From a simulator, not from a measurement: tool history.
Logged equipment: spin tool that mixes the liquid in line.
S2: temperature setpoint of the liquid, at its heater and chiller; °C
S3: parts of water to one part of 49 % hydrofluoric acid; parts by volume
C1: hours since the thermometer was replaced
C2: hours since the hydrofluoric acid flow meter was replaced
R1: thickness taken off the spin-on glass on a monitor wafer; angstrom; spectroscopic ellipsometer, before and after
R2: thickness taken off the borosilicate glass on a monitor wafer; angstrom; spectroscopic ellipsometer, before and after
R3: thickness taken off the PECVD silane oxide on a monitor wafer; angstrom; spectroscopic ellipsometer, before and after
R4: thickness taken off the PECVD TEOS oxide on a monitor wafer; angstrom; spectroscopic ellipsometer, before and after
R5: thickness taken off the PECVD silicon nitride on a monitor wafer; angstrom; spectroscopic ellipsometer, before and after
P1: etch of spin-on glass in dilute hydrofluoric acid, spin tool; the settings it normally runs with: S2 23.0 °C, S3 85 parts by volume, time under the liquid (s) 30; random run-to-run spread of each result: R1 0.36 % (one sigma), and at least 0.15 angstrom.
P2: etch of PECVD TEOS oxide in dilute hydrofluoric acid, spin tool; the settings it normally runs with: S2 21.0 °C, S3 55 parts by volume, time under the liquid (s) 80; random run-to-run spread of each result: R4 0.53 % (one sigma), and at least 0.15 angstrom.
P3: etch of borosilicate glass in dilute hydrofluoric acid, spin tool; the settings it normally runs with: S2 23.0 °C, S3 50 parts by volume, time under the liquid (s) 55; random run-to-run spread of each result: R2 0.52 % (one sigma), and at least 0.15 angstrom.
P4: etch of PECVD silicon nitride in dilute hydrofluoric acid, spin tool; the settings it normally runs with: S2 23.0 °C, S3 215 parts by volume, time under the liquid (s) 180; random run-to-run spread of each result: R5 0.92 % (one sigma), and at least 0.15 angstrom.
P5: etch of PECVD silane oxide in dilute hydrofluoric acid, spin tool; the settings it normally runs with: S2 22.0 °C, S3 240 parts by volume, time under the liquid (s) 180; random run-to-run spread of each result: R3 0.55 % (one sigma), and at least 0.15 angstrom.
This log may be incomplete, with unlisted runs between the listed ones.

{"run": 1, "hour": 18.2, "process that ran": "P1", "S2": 23.0, "S3": 85, "time under the liquid (s)": 30, "C1": 1333.0, "C2": 277.2, "R1": 109.04}
{"run": 2, "hour": 31.2, "process that ran": "P1", "S2": 23.0, "S3": 55, "time under the liquid (s)": 30, "C1": 1346.0, "C2": 290.2, "R1": 176.06}
{"run": 3, "hour": 41.9, "process that ran": "P3", "S2": 23.0, "S3": 50, "time under the liquid (s)": 15, "C1": 1356.7, "C2": 300.9, "R2": 157.26}
{"run": 4, "hour": 52.1, "process that ran": "P3", "S2": 23.0, "S3": 90, "time under the liquid (s)": 55, "C1": 1366.9, "C2": 311.1, "R2": 305.38}
{"run": 5, "hour": 71.1, "process that ran": "P5", "S2": 17.0, "S3": 240, "time under the liquid (s)": 180, "C1": 1385.9, "C2": 330.1, "R3": 124.59}
{"run": 6, "hour": 84.9, "process that ran": "P2", "S2": 28.0, "S3": 55, "time under the liquid (s)": 80, "C1": 1399.7, "C2": 343.9, "R4": 221.43}
{"run": 7, "hour": 99.5, "process that ran": "P3", "S2": 23.0, "S3": 50, "time under the liquid (s)": 55, "C1": 1414.3, "C2": 358.5, "R2": 572.4}
{"run": 8, "hour": 116.8, "process that ran": "P1", "S2": 23.0, "S3": 85, "time under the liquid (s)": 30, "C1": 1431.6, "C2": 375.8, "R1": 109.58}
{"run": 9, "hour": 125.7, "process that ran": "P1", "S2": 30.5, "S3": 85, "time under the liquid (s)": 30, "C1": 1440.5, "C2": 384.7, "R1": 146.88}
{"run": 10, "hour": 136.4, "process that ran": "P4", "S2": 17.0, "S3": 215, "time under the liquid (s)": 180, "C1": 1451.2, "C2": 395.4, "R5": 16.698}
{"run": 11, "hour": 152.0, "process that ran": "P1", "S2": 23.0, "S3": 40, "time under the liquid (s)": 45, "C1": 1466.8, "C2": 411.0, "R1": 370.37}
{"run": 12, "hour": 161.0, "process that ran": "P1", "S2": 17.5, "S3": 85, "time under the liquid (s)": 30, "C1": 1475.8, "C2": 420.0, "R1": 87.343}
{"run": 13, "hour": 177.8, "process that ran": "P1", "S2": 23.0, "S3": 85, "time under the liquid (s)": 30, "C1": 1492.6, "C2": 436.8, "R1": 109.59}
{"run": 14, "hour": 193.9, "process that ran": "P1", "S2": 29.5, "S3": 50, "time under the liquid (s)": 30, "C1": 1508.7, "C2": 452.9, "R1": 253.74}
{"run": 15, "hour": 210.0, "process that ran": "P5", "S2": 22.0, "S3": 90, "time under the liquid (s)": 180, "C1": 1524.8, "C2": 469.0, "R3": 475.24}
{"run": 16, "hour": 223.2, "process that ran": "P5", "S2": 22.0, "S3": 240, "time under the liquid (s)": 290, "C1": 1538.0, "C2": 482.2, "R3": 241.23}
{"run": 17, "hour": 236.3, "process that ran": "P1", "S2": 23.0, "S3": 85, "time under the liquid (s)": 15, "C1": 1551.1, "C2": 495.3, "R1": 54.557}
{"run": 18, "hour": 247.3, "process that ran": "P1", "S2": 23.0, "S3": 85, "time under the liquid (s)": 30, "C1": 1562.1, "C2": 506.3, "R1": 109.28}
{"run": 19, "hour": 262.1, "process that ran": "P5", "S2": 22.0, "S3": 240, "time under the liquid (s)": 180, "C1": 1576.9, "C2": 521.1, "R3": 151.44}
{"run": 20, "hour": 280.3, "process that ran": "P3", "S2": 19.0, "S3": 50, "time under the liquid (s)": 55, "C1": 1595.1, "C2": 539.3, "R2": 485.59}
{"run": 21, "hour": 291.2, "process that ran": "P1", "S2": 23.0, "S3": 85, "time under the liquid (s)": 30, "C1": 1606.0, "C2": 550.2, "R1": 109.54}
{"run": 22, "hour": 309.2, "process that ran": "P4", "S2": 23.0, "S3": 40, "time under the liquid (s)": 180, "C1": 1624.0, "C2": 568.2, "R5": 129.67}
{"run": 23, "hour": 318.8, "process that ran": "P1", "S2": 23.0, "S3": 135, "time under the liquid (s)": 30, "C1": 1633.6, "C2": 577.8, "R1": 64.734}
{"run": 24, "hour": 335.8, "process that ran": "P2", "S2": 21.0, "S3": 55, "time under the liquid (s)": 80, "C1": 1650.6, "C2": 594.8, "R4": 164.02}
{"run": 25, "hour": 344.5, "process that ran": "P4", "S2": 23.0, "S3": 215, "time under the liquid (s)": 180, "C1": 1659.3, "C2": 603.5, "R5": 25.073}
{"run": 26, "hour": 362.1, "process that ran": "P4", "S2": 23.0, "S3": 215, "time under the liquid (s)": 180, "C1": 1676.9, "C2": 621.1, "R5": 25.203}
{"run": 27, "hour": 379.6, "process that ran": "P1", "S2": 23.0, "S3": 85, "time under the liquid (s)": 30, "C1": 1694.4, "C2": 638.6, "R1": 110.0}
{"run": 28, "hour": 389.1, "process that ran": "P2", "S2": 21.0, "S3": 20, "time under the liquid (s)": 80, "C1": 1703.9, "C2": 648.1, "R4": 473.92}
{"run": 29, "hour": 397.5, "process that ran": "P4", "S2": 23.0, "S3": 215, "time under the liquid (s)": 15, "C1": 1712.3, "C2": 656.5, "R5": 1.9512}
{"run": 30, "hour": 409.6, "process that ran": "P2", "S2": 21.0, "S3": 55, "time under the liquid (s)": 15, "C1": 1724.4, "C2": 668.6, "R4": 30.787}
{"run": 31, "hour": 418.2, "process that ran": "P1", "S2": 23.0, "S3": 85, "time under the liquid (s)": 60, "C1": 1733.0, "C2": 677.2, "R1": 219.14}
{"run": 32, "hour": 434.2, "process that ran": "P1", "S2": 23.0, "S3": 85, "time under the liquid (s)": 30, "C1": 1749.0, "C2": 693.2, "R1": 109.31}
{"run": 33, "hour": 444.8, "process that ran": "P1", "S2": 23.0, "S3": 85, "time under the liquid (s)": 30, "C1": 1759.6, "C2": 703.8, "R1": 106.48}
{"run": 34, "hour": 461.5, "process that ran": "P1", "S2": 23.0, "S3": 85, "time under the liquid (s)": 30, "C1": 1776.3, "C2": 720.5, "R1": 105.07}
{"run": 35, "hour": 476.8, "process that ran": "P1", "S2": 23.0, "S3": 85, "time under the liquid (s)": 30, "C1": 1791.6, "C2": 735.8, "R1": 103.23}
{"run": 36, "hour": 485.7, "process that ran": "P1", "S2": 23.0, "S3": 85, "time under the liquid (s)": 30, "C1": 1800.5, "C2": 744.7, "R1": 103.4}
{"run": 37, "hour": 501.1, "process that ran": "P1", "S2": 23.0, "S3": 85, "time under the liquid (s)": 30, "C1": 1815.9, "C2": 760.1, "R1": 102.34}
{"run": 38, "hour": 516.7, "process that ran": "P1", "S2": 23.0, "S3": 85, "time under the liquid (s)": 30, "C1": 1831.5, "C2": 775.7, "R1": 102.61}
{"run": 39, "hour": 536.0, "process that ran": "P1", "S2": 23.0, "S3": 85, "time under the liquid (s)": 30, "C1": 1850.8, "C2": 795.0, "R1": 102.4}
{"run": 40, "hour": 550.7, "process that ran": "P1", "S2": 23.0, "S3": 85, "time under the liquid (s)": 30, "C1": 1865.5, "C2": 809.7, "R1": 102.76}

What P1 gives has crept away from where it was. These 2 causes fit the log equally well, each at the size given:
A: hydrofluoric acid flow below the setpoint (%) = 6.2
B: liquid colder than its thermometer reads (K) = 1.74
Onset of the creep was near hour 434.2.

Which of the 4 check runs listed below, each an average over 2 wafers with its results shown as question marks, gives clearly different results under the different listed causes?
{"run": "check 1", "hour": 565.4, "process that ran": "P3", "S2": 19.5, "S3": 70, "time under the liquid (s)": 55, "R2": "?"}
{"run": "check 2", "hour": 565.4, "process that ran": "P4", "S2": 18.0, "S3": 110, "time under the liquid (s)": 180, "R5": "?"}
{"run": "check 3", "hour": 565.4, "process that ran": "P5", "S2": 17.0, "S3": 125, "time under the liquid (s)": 180, "R3": "?"}
{"run": "check 4", "hour": 565.4, "process that ran": "P2", "S2": 27.5, "S3": 55, "time under the liquid (s)": 80, "R4": "?"}

What every check run would give for each of its results, assuming each possible cause in turn:
check=check_1 result=R2 if_A=322.76 if_B=321.35
check=check_2 result=R5 if_A=32.5400 if_B=30.6840
check=check_3 result=R3 if_A=248.60 if_B=248.42
check=check_4 result=R4 if_A=200.290 if_B=200.180
Distance between the nearest two causes, measured in the result of the check that separates them most: check 1 0.44 %; check 2 5.87 %; check 3 0.07 %; check 4 0.05 %
Check 2 tells the causes apart: in the others they would give nearly the same result.

With check 2 done, the readings were: R5 32.0990 angstrom. Identify which of the listed causes applies.

The correct cause is A, namely: hydrofluoric acid flow below the setpoint (%).

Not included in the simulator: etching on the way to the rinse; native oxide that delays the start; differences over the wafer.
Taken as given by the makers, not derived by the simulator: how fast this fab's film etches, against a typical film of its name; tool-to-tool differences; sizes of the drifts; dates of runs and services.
